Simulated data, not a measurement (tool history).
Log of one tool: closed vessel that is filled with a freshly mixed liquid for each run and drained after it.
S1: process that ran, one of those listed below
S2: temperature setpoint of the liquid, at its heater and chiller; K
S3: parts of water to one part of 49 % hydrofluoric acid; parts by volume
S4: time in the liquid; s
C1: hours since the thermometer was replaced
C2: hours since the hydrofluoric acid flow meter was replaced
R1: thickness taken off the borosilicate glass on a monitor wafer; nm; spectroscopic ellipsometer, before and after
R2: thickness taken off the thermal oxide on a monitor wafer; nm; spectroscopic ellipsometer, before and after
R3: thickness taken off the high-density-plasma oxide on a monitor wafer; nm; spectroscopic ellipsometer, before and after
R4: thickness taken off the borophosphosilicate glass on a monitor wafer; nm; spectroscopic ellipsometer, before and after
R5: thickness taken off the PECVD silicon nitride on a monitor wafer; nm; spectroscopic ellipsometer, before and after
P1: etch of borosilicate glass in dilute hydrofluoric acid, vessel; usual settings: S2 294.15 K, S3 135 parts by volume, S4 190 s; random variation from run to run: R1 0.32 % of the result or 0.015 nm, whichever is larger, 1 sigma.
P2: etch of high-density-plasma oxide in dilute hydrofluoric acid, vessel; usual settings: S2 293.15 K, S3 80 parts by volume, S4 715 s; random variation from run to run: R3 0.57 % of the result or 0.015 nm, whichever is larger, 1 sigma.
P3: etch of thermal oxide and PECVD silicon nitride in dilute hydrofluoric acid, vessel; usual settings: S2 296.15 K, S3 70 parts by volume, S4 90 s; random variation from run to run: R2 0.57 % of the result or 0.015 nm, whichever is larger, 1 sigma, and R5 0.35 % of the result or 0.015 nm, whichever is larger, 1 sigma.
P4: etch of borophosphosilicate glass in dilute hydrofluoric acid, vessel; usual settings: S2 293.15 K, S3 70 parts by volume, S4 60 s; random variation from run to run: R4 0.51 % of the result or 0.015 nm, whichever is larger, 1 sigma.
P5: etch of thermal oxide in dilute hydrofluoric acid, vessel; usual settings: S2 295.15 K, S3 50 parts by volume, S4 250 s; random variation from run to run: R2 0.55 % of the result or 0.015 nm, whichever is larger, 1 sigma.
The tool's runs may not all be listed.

{"run": 1, "day": 0.2, "S1": "P1", "S2": 294.15, "S3": 135, "S4": 190, "C1": 932.2, "C2": 699.0, "R1": 38.519}
{"run": 2, "day": 0.538, "S1": "P5", "S2": 303.15, "S3": 50, "S4": 250, "C1": 940.3, "C2": 707.1, "R2": 33.634}
{"run": 3, "day": 0.979, "S1": "P2", "S2": 293.15, "S3": 80, "S4": 190, "C1": 950.9, "C2": 717.7, "R3": 14.359}
{"run": 4, "day": 1.233, "S1": "P4", "S2": 293.15, "S3": 110, "S4": 60, "C1": 957.0, "C2": 723.8, "R4": 24.522}
{"run": 5, "day": 1.6, "S1": "P1", "S2": 299.65, "S3": 135, "S4": 190, "C1": 965.8, "C2": 732.6, "R1": 47.636}
{"run": 6, "day": 2.05, "S1": "P3", "S2": 296.15, "S3": 70, "S4": 90, "C1": 976.6, "C2": 743.4, "R2": 5.8061, "R5": 7.0143}
{"run": 7, "day": 2.35, "S1": "P5", "S2": 295.15, "S3": 50, "S4": 250, "C1": 983.8, "C2": 750.6, "R2": 24.308}
{"run": 8, "day": 2.683, "S1": "P1", "S2": 294.15, "S3": 135, "S4": 55, "C1": 991.8, "C2": 758.6, "R1": 11.116}
{"run": 9, "day": 2.983, "S1": "P5", "S2": 295.15, "S3": 50, "S4": 410, "C1": 999.0, "C2": 765.8, "R2": 40.102}
{"run": 10, "day": 3.196, "S1": "P5", "S2": 295.15, "S3": 50, "S4": 250, "C1": 1004.1, "C2": 770.9, "R2": 24.371}
{"run": 11, "day": 3.617, "S1": "P1", "S2": 294.15, "S3": 135, "S4": 365, "C1": 1014.2, "C2": 781.0, "R1": 73.96}
{"run": 12, "day": 3.888, "S1": "P1", "S2": 294.15, "S3": 135, "S4": 190, "C1": 1020.7, "C2": 787.5, "R1": 38.561}
{"run": 13, "day": 4.283, "S1": "P1", "S2": 294.15, "S3": 35, "S4": 190, "C1": 1030.2, "C2": 797.0, "R1": 167.51}
{"run": 14, "day": 4.504, "S1": "P2", "S2": 293.15, "S3": 80, "S4": 715, "C1": 1035.5, "C2": 802.3, "R3": 53.797}
{"run": 15, "day": 4.812, "S1": "P3", "S2": 296.15, "S3": 70, "S4": 30, "C1": 1042.9, "C2": 809.7, "R2": 1.9486, "R5": 2.3185}
{"run": 16, "day": 5.267, "S1": "P1", "S2": 294.15, "S3": 135, "S4": 190, "C1": 1053.8, "C2": 820.6, "R1": 38.654}
{"run": 17, "day": 5.525, "S1": "P4", "S2": 293.15, "S3": 70, "S4": 60, "C1": 1060.0, "C2": 826.8, "R4": 40.618}
{"run": 18, "day": 5.746, "S1": "P3", "S2": 296.15, "S3": 70, "S4": 90, "C1": 1065.3, "C2": 832.1, "R2": 5.8026, "R5": 6.9907}
{"run": 19, "day": 6.125, "S1": "P1", "S2": 294.15, "S3": 135, "S4": 190, "C1": 1074.4, "C2": 841.2, "R1": 38.589}
{"run": 20, "day": 6.558, "S1": "P1", "S2": 290.15, "S3": 135, "S4": 30, "C1": 1084.8, "C2": 851.6, "R1": 5.17}
{"run": 21, "day": 6.971, "S1": "P2", "S2": 293.15, "S3": 80, "S4": 715, "C1": 1094.7, "C2": 861.5, "R3": 53.574}
{"run": 22, "day": 7.346, "S1": "P3", "S2": 304.65, "S3": 70, "S4": 90, "C1": 1103.7, "C2": 870.5, "R2": 8.0281, "R5": 12.116}
{"run": 23, "day": 7.558, "S1": "P1", "S2": 294.15, "S3": 250, "S4": 190, "C1": 1108.8, "C2": 875.6, "R1": 18.554}
{"run": 24, "day": 7.833, "S1": "P1", "S2": 294.15, "S3": 135, "S4": 190, "C1": 1115.4, "C2": 882.2, "R1": 38.638}
{"run": 25, "day": 8.104, "S1": "P1", "S2": 294.15, "S3": 135, "S4": 190, "C1": 1121.9, "C2": 888.7, "R1": 38.525}
{"run": 26, "day": 8.342, "S1": "P4", "S2": 293.15, "S3": 70, "S4": 30, "C1": 1127.6, "C2": 894.4, "R4": 20.269}
{"run": 27, "day": 8.579, "S1": "P3", "S2": 296.15, "S3": 40, "S4": 90, "C1": 1133.3, "C2": 900.1, "R2": 10.697, "R5": 12.059}
{"run": 28, "day": 8.821, "S1": "P2", "S2": 290.15, "S3": 80, "S4": 715, "C1": 1139.1, "C2": 905.9, "R3": 47.358}
{"run": 29, "day": 9.142, "S1": "P4", "S2": 293.15, "S3": 70, "S4": 60, "C1": 1146.8, "C2": 913.6, "R4": 40.461}
{"run": 30, "day": 9.467, "S1": "P1", "S2": 290.15, "S3": 135, "S4": 190, "C1": 1154.6, "C2": 921.4, "R1": 32.656}
{"run": 31, "day": 9.75, "S1": "P2", "S2": 293.15, "S3": 30, "S4": 715, "C1": 1161.4, "C2": 928.2, "R3": 152.54}
{"run": 32, "day": 10.183, "S1": "P4", "S2": 290.15, "S3": 70, "S4": 60, "C1": 1171.8, "C2": 938.6, "R4": 35.593}
{"run": 33, "day": 10.467, "S1": "P5", "S2": 295.15, "S3": 30, "S4": 250, "C1": 1178.6, "C2": 945.4, "R2": 41.61}
{"run": 34, "day": 10.721, "S1": "P1", "S2": 294.15, "S3": 135, "S4": 190, "C1": 1184.7, "C2": 951.5, "R1": 38.606}
{"run": 35, "day": 11.1, "S1": "P1", "S2": 294.15, "S3": 135, "S4": 190, "C1": 1193.8, "C2": 960.6, "R1": 39.764}
{"run": 36, "day": 11.442, "S1": "P1", "S2": 294.15, "S3": 135, "S4": 190, "C1": 1202.0, "C2": 968.8, "R1": 40.474}
{"run": 37, "day": 11.838, "S1": "P1", "S2": 294.15, "S3": 135, "S4": 190, "C1": 1211.5, "C2": 978.3, "R1": 41.176}
{"run": 38, "day": 12.242, "S1": "P1", "S2": 294.15, "S3": 135, "S4": 190, "C1": 1221.2, "C2": 988.0, "R1": 41.085}
{"run": 39, "day": 12.479, "S1": "P1", "S2": 294.15, "S3": 135, "S4": 190, "C1": 1226.9, "C2": 993.7, "R1": 41.254}
{"run": 40, "day": 12.9, "S1": "P1", "S2": 294.15, "S3": 135, "S4": 190, "C1": 1237.0, "C2": 1003.8, "R1": 41.346}
{"run": 41, "day": 13.312, "S1": "P1", "S2": 294.15, "S3": 135, "S4": 190, "C1": 1246.9, "C2": 1013.7, "R1": 41.314}
{"run": 42, "day": 13.583, "S1": "P1", "S2": 294.15, "S3": 135, "S4": 190, "C1": 1253.4, "C2": 1020.2, "R1": 41.466}

What P1 gives has crept away from where it was. These 2 causes fit the log equally well, each at the size given:
A: hydrofluoric acid flow above the setpoint (%) = 6.46
B: liquid hotter than its thermometer reads (K) = 1.82
The creep began at about day 10.721.

4 check runs are offered, one wafer each, their results left as question marks. Which one tells the causes apart?
{"run": "check 1", "day": 13.854, "S1": "P4", "S2": 293.15, "S3": 70, "S4": 30, "R4": "?"}
{"run": "check 2", "day": 13.854, "S1": "P5", "S2": 295.15, "S3": 35, "S4": 250, "R2": "?"}
{"run": "check 3", "day": 13.854, "S1": "P3", "S2": 304.15, "S3": 70, "S4": 30, "R2": "?", "R5": "?"}
{"run": "check 4", "day": 13.854, "S1": "P2", "S2": 293.15, "S3": 60, "S4": 295, "R3": "?"}

What each check would give under each cause:
check=check_1 result=R4 if_A=21.651 if_B=21.826
check=check_2 result=R2 if_A=37.9350 if_B=38.3650
check=check_3 result=R2 if_A=2.8570 if_B=2.8565
check=check_3 result=R5 if_A=4.1703 if_B=4.3918
check=check_4 result=R3 if_A=32.256 if_B=32.557
How far apart the two closest causes lie, in the result that separates them most: check 1 0.81 %; check 2 1.13 %; check 3 5.18 %; check 4 0.93 %
Only check 3 tells the causes apart: in the others they would give nearly the same result.

Check 3 was then run and gave: R2 2.8584 nm; R5 4.1664 nm. Which cause is it?

It is A: hydrofluoric acid flow above the setpoint (%).

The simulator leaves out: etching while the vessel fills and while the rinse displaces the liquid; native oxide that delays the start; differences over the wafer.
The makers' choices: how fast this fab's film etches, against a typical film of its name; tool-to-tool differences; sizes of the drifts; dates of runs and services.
